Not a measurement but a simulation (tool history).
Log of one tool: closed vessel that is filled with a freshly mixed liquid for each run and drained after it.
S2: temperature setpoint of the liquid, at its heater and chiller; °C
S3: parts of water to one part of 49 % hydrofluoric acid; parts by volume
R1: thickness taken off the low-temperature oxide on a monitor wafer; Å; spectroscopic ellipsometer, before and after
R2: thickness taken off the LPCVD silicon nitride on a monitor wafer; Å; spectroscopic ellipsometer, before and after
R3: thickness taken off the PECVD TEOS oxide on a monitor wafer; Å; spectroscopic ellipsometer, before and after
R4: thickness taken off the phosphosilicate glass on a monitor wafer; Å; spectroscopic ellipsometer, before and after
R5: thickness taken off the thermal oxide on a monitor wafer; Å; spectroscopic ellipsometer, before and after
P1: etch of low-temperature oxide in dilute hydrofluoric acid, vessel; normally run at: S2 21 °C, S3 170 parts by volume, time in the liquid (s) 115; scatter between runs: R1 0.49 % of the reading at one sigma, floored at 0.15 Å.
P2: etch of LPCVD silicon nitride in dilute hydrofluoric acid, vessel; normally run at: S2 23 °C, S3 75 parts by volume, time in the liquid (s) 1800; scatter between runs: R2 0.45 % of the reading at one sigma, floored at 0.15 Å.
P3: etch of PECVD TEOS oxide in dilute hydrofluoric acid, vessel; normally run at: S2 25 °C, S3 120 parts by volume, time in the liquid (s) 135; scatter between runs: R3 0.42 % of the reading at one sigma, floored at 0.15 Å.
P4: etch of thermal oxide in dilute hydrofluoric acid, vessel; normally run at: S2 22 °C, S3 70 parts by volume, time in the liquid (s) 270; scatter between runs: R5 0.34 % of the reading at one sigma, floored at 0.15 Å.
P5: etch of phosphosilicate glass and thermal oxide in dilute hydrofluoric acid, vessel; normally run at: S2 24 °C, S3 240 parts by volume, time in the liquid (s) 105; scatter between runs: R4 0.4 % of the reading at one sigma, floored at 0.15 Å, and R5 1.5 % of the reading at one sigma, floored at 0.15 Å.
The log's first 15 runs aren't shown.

{"run": 16, "day": 9.192, "process that ran": "P5", "S2": 24, "S3": 120, "time in the liquid (s)": 105, "R4": 1141.3, "R5": 37.026}
{"run": 17, "day": 9.65, "process that ran": "P5", "S2": 24, "S3": 240, "time in the liquid (s)": 40, "R4": 189.06, "R5": 6.5459}
{"run": 18, "day": 10.017, "process that ran": "P4", "S2": 22, "S3": 70, "time in the liquid (s)": 270, "R5": 180.48}
{"run": 19, "day": 10.512, "process that ran": "P2", "S2": 23, "S3": 75, "time in the liquid (s)": 1800, "R2": 100.88}
{"run": 20, "day": 11.025, "process that ran": "P5", "S2": 24, "S3": 240, "time in the liquid (s)": 105, "R4": 501.4, "R5": 17.214}
{"run": 21, "day": 11.404, "process that ran": "P3", "S2": 25, "S3": 120, "time in the liquid (s)": 135, "R3": 197.43}
{"run": 22, "day": 12.017, "process that ran": "P3", "S2": 17, "S3": 120, "time in the liquid (s)": 135, "R3": 142.16}
{"run": 23, "day": 12.742, "process that ran": "P1", "S2": 21, "S3": 170, "time in the liquid (s)": 115, "R1": 121.15}
{"run": 24, "day": 13.254, "process that ran": "P1", "S2": 17, "S3": 170, "time in the liquid (s)": 115, "R1": 102.97}
{"run": 25, "day": 13.838, "process that ran": "P1", "S2": 21, "S3": 170, "time in the liquid (s)": 115, "R1": 120.34}
{"run": 26, "day": 14.396, "process that ran": "P4", "S2": 22, "S3": 70, "time in the liquid (s)": 270, "R5": 180.06}
{"run": 27, "day": 15.142, "process that ran": "P4", "S2": 22, "S3": 35, "time in the liquid (s)": 270, "R5": 375.49}
{"run": 28, "day": 15.829, "process that ran": "P1", "S2": 25.5, "S3": 170, "time in the liquid (s)": 195, "R1": 243.7}
{"run": 29, "day": 16.2, "process that ran": "P4", "S2": 30, "S3": 70, "time in the liquid (s)": 270, "R5": 248.04}
{"run": 30, "day": 16.579, "process that ran": "P1", "S2": 28.5, "S3": 170, "time in the liquid (s)": 115, "R1": 160.49}
{"run": 31, "day": 17.125, "process that ran": "P2", "S2": 23, "S3": 130, "time in the liquid (s)": 1800, "R2": 58.423}
{"run": 32, "day": 17.562, "process that ran": "P1", "S2": 21, "S3": 80, "time in the liquid (s)": 115, "R1": 284.98}
{"run": 33, "day": 18.192, "process that ran": "P1", "S2": 21, "S3": 170, "time in the liquid (s)": 60, "R1": 63.679}

Estimate the outcome of run 34 from the log above:
{"run": 34, "day": 18.667, "process that ran": "P1", "S2": 21, "S3": 170, "time in the liquid (s)": 115, "R1": "?"}

Run 34 came out at R1 122.41 Å.
